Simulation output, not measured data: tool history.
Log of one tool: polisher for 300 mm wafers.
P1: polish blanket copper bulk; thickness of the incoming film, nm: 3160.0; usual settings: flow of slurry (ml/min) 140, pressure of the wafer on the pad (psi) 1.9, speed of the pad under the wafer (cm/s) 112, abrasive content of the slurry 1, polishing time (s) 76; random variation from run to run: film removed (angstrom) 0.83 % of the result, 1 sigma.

run	hour	flow of slurry (ml/min)	pressure of the wafer on the pad (psi)	speed of the pad under the wafer (cm/s)	abrasive content of the slurry	polishing time (s)	wafers polished on this pad	hours since the slurry nozzle was cleaned	hours since the head pressure was calibrated	hours since the slurry blender was calibrated	film removed (angstrom)
1	3.8	140	1.9	112	1	76	153	327.2	402.8	79.5	4445.3
2	6	140	1.9	112	1	76	182	329.4	405	81.7	4488.5
3	10.6	85	1.9	112	1	76	242	334	409.6	86.3	3966.8
4	12.9	140	1.9	112	1	76	272	336.3	411.9	88.6	4508.8
5	17.7	140	1.9	112	1.45	76	335	341.1	416.7	93.4	4920.7
6	21.2	140	1.9	112	1	40	381	344.6	420.2	96.9	2354.8
7	25.8	140	1.9	112	0.55	76	441	349.2	424.8	101.5	3979.4
8	28.8	140	1.9	112	1	76	480	352.2	427.8	104.5	4494.8
9	31.4	205	1.9	112	1	76	514	354.8	430.4	107.1	4793.5
10	35.3	140	1.9	112	1.2	47	565	358.7	434.3	111	2869.9
11	37.8	140	1.9	112	1	117	598	361.2	436.8	113.5	6795.6
12	41.9	140	1.4	138	1	76	652	365.3	440.9	117.6	4068.5
# hour 43.1: slurry nozzle cleaned
13	44.9	140	0.9	112	1	76	691	1.8	443.9	120.6	2106.8
14	47.1	140	1.9	112	1	76	720	4	446.1	122.8	4449.3
15	49.9	140	1.9	112	1	76	757	6.8	448.9	125.6	4439.8
16	53.4	140	2.9	112	1	76	802	10.3	452.4	129.1	6794.9
17	58.2	140	1.9	68	1	76	865	15.1	457.2	133.9	2688.9
18	61.8	140	1.9	168	1	76	912	18.7	460.8	137.5	6667.9
19	65.7	140	1.2	142	1	76	963	22.6	464.7	141.4	3567.7
20	69.5	140	1.9	112	1	76	1013	26.4	468.5	145.2	4412.9
21	72.1	140	1.9	112	1	76	1047	29	471.1	147.8	4327.4
22	75.8	140	1.9	112	1	76	1095	32.7	474.8	151.5	4162.3
23	79.8	140	1.9	112	1	76	1148	36.7	478.8	155.5	4214.3
# hour 82.5: head pressure recalibrated
24	82.8	140	1.9	112	1	76	1187	39.7	0.3	158.5	4170.6
# hour 83.1: slurry blender recalibrated
25	87	140	1.9	112	1	76	1242	43.9	4.5	3.9	4149.1
26	89.9	140	1.9	112	1	76	1280	46.8	7.4	6.8	4175.8

What P1 gives has crept away from where it was. These 2 causes fit the log equally well, each at the size given:
A: slurry flow missing at the pad, % = 28.1
B: removal rate lost through wear of the pad, % = 6.83
The creep began at about hour 69.5.
Why every other cause is out:
head's pressure below its setpoint, %: serviced at hour 82.5, which brought nothing back
abrasive missing from the slurry, %: serviced at hour 83.1, which brought nothing back

4 check runs are offered, each on 3 wafers whose results are averaged, their results left as question marks. Which one tells the causes apart?
check 1	92.8	140	2.7	112	1.35	76					?
check 2	92.8	140	2.4	168	1	76					?
check 3	92.8	85	1.9	142	1	76					?
check 4	92.8	140	1.4	112	0.75	76					?

What each check would give under each cause:
check	result	if A	if B
check 1	film removed (angstrom)	6295.6	6294.9
check 2	film removed (angstrom)	7862.4	7861.5
check 3	film removed (angstrom)	4509.4	4685.7
check 4	film removed (angstrom)	2877.9	2877.6
How far apart the two closest causes lie, in the result that separates them most: check 1 0.01 %; check 2 0.01 %; check 3 3.84 %; check 4 0.01 %
Check 3 tells the causes apart: in the others they would give nearly the same result.

Check 3 was then run and gave: film removed (angstrom) 4665.9. Which cause is it?

It is B: removal rate lost through wear of the pad, %.
